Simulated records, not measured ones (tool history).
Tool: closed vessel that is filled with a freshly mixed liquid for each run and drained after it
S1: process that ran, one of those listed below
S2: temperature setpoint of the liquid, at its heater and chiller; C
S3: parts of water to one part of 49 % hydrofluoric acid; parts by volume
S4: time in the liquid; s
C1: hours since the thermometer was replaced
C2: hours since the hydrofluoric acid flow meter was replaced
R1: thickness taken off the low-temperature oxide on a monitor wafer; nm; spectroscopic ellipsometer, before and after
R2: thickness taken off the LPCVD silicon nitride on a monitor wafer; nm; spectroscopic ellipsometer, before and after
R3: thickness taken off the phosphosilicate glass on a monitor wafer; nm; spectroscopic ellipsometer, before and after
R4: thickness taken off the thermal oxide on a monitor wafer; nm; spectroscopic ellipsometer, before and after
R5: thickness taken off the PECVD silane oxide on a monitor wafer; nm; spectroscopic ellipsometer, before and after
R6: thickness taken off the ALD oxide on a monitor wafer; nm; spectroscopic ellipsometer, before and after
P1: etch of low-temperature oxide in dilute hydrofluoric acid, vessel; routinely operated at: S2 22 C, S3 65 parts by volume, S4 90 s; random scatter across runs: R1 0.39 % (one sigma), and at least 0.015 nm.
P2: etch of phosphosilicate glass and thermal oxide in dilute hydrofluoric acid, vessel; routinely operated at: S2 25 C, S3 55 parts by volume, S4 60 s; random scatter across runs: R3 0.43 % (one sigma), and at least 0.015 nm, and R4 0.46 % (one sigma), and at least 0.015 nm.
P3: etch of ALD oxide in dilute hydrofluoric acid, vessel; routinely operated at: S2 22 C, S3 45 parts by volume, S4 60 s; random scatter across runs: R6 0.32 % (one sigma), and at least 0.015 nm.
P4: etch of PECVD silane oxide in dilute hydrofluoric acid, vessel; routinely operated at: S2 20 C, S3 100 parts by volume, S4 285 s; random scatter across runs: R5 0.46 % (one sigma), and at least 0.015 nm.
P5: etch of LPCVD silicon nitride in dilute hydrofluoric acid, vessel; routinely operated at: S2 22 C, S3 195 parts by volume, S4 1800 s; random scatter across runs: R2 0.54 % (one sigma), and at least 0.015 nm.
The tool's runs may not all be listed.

run 1 day=0.196 | S1=P1 S2=22 S3=65 S4=90 | C1=507.8 C2=1351.4 | R1=31.975
run 2 day=0.4 | S1=P1 S2=22 S3=65 S4=90 | C1=512.7 C2=1356.3 | R1=31.542
run 3 day=0.592 | S1=P1 S2=22 S3=20 S4=90 | C1=517.3 C2=1360.9 | R1=109.47
run 4 day=0.9 | S1=P5 S2=17 S3=195 S4=1800 | C1=524.7 C2=1368.3 | R2=2.8513
run 5 day=1.079 | S1=P5 S2=22 S3=195 S4=1800 | C1=529 C2=1372.6 | R2=4.0019
run 6 day=1.3 | S1=P1 S2=22 S3=100 S4=30 | C1=534.3 C2=1377.9 | R1=6.5877
run 7 day=1.588 | S1=P2 S2=25 S3=55 S4=60 | C1=541.2 C2=1384.8 | R3=109.97 R4=5.8696
run 8 day=1.883 | S1=P1 S2=30 S3=65 S4=90 | C1=548.3 C2=1391.9 | R1=44.001
run 9 day=2.062 | S1=P5 S2=22 S3=195 S4=2830 | C1=552.6 C2=1396.2 | R2=6.2581
run 10 day=2.254 | S1=P1 S2=22 S3=65 S4=90 | C1=557.2 C2=1400.8 | R1=31.785
run 11 day=2.5 | S1=P1 S2=22 S3=110 S4=90 | C1=563.1 C2=1406.7 | R1=17.698
run 12 day=2.671 | S1=P1 S2=22 S3=105 S4=165 | C1=567.2 C2=1410.8 | R1=34.624
run 13 day=2.825 | S1=P1 S2=22 S3=65 S4=90 | C1=570.9 C2=1414.5 | R1=31.89
run 14 day=3.012 | S1=P5 S2=22 S3=100 S4=1800 | C1=575.4 C2=1419 | R2=7.6461
run 15 day=3.3 | S1=P4 S2=20 S3=160 S4=285 | C1=582.3 C2=1425.9 | R5=27.134
run 16 day=3.633 | S1=P1 S2=22 S3=65 S4=30 | C1=590.3 C2=1433.9 | R1=10.606
run 17 day=3.808 | S1=P4 S2=20 S3=100 S4=285 | C1=594.5 C2=1438.1 | R5=45.718
run 18 day=4.038 | S1=P2 S2=25 S3=55 S4=110 | C1=600 C2=1443.6 | R3=203.28 R4=10.682
run 19 day=4.25 | S1=P1 S2=22 S3=65 S4=90 | C1=605.1 C2=1448.7 | R1=32.026
run 20 day=4.5 | S1=P2 S2=25 S3=100 S4=60 | C1=611.1 C2=1454.7 | R3=57.402 R4=3.0119
run 21 day=4.842 | S1=P4 S2=17 S3=100 S4=285 | C1=619.3 C2=1462.9 | R5=40.048
run 22 day=5.004 | S1=P3 S2=22 S3=20 S4=60 | C1=623.2 C2=1466.8 | R6=39.627
run 23 day=5.196 | S1=P3 S2=22 S3=45 S4=60 | C1=627.8 C2=1471.4 | R6=17.133
run 24 day=5.417 | S1=P1 S2=22 S3=65 S4=145 | C1=633.1 C2=1476.7 | R1=51.586
run 25 day=5.596 | S1=P1 S2=22 S3=65 S4=90 | C1=637.4 C2=1481 | R1=31.842
run 26 day=5.804 | S1=P3 S2=22 S3=45 S4=60 | C1=642.4 C2=1486 | R6=17.105
run 27 day=6.142 | S1=P3 S2=17 S3=45 S4=60 | C1=650.5 C2=1494.1 | R6=13.873
run 28 day=6.296 | S1=P4 S2=20 S3=100 S4=445 | C1=654.2 C2=1497.8 | R5=71.434
run 29 day=6.517 | S1=P3 S2=22 S3=45 S4=110 | C1=659.5 C2=1503.1 | R6=31.502
run 30 day=6.779 | S1=P2 S2=19 S3=55 S4=60 | C1=665.8 C2=1509.4 | R3=86.155 R4=4.5294
run 31 day=7.038 | S1=P1 S2=17 S3=65 S4=90 | C1=672 C2=1515.6 | R1=25.767
run 32 day=7.333 | S1=P1 S2=22 S3=65 S4=90 | C1=679.1 C2=1522.7 | R1=31.78
run 33 day=7.496 | S1=P1 S2=22 S3=65 S4=90 | C1=683 C2=1526.6 | R1=31.377
run 34 day=7.75 | S1=P1 S2=22 S3=65 S4=90 | C1=689.1 C2=1532.7 | R1=30.748
run 35 day=8.092 | S1=P1 S2=22 S3=65 S4=90 | C1=697.3 C2=1540.9 | R1=30.222
run 36 day=8.275 | S1=P1 S2=22 S3=65 S4=90 | C1=701.7 C2=1545.3 | R1=29.903
run 37 day=8.496 | S1=P1 S2=22 S3=65 S4=90 | C1=707 C2=1550.6 | R1=30.02
run 38 day=8.754 | S1=P1 S2=22 S3=65 S4=90 | C1=713.2 C2=1556.8 | R1=29.829
run 39 day=9.046 | S1=P1 S2=22 S3=65 S4=90 | C1=720.2 C2=1563.8 | R1=29.629
run 40 day=9.329 | S1=P1 S2=22 S3=65 S4=90 | C1=727 C2=1570.6 | R1=29.668
run 41 day=9.65 | S1=P1 S2=22 S3=65 S4=90 | C1=734.7 C2=1578.3 | R1=29.625
run 42 day=9.929 | S1=P1 S2=22 S3=65 S4=90 | C1=741.4 C2=1585 | R1=29.459
run 43 day=10.129 | S1=P1 S2=22 S3=65 S4=90 | C1=746.2 C2=1589.8 | R1=29.387

The output of P1 has drifted from where it used to be. Each of the 2 causes below, taken at the size shown beside it, accounts for the log equally well:
A: hydrofluoric acid flow below the setpoint (%) = 6.79
B: liquid colder than its thermometer reads (K) = 1.83
At approximately day 7.333, the process output began to creep.

4 check runs are offered, one wafer each, their results left as question marks. Which one tells the causes apart?
run check 1 day=10.329 | S1=P2 S2=25 S3=55 S4=60 | R3=? R4=?
run check 2 day=10.329 | S1=P5 S2=22 S3=195 S4=1800 | R2=?
run check 3 day=10.329 | S1=P4 S2=20 S3=100 S4=285 | R5=?
run check 4 day=10.329 | S1=P3 S2=22 S3=45 S4=60 | R6=?

How each check would come out, cause by cause:
check=check_1 result=R3 if_A=102.43 if_B=102.51
check=check_1 result=R4 if_A=5.4214 if_B=5.4258
check=check_2 result=R2 if_A=3.7233 if_B=3.5412
check=check_3 result=R5 if_A=42.298 if_B=42.407
check=check_4 result=R6 if_A=15.883 if_B=15.838
Smallest distance between any two causes, each pair judged by its most separating result, in per cent: check 1 0.08 %; check 2 5.01 %; check 3 0.26 %; check 4 0.28 %
Check 2 distinguishes between the causes, while the remaining checks would return nearly the same result for all of them.

With check 2 done, the readings were: R2 3.7323 nm. Identify which of the listed causes applies.

A is the cause: hydrofluoric acid flow below the setpoint (%).
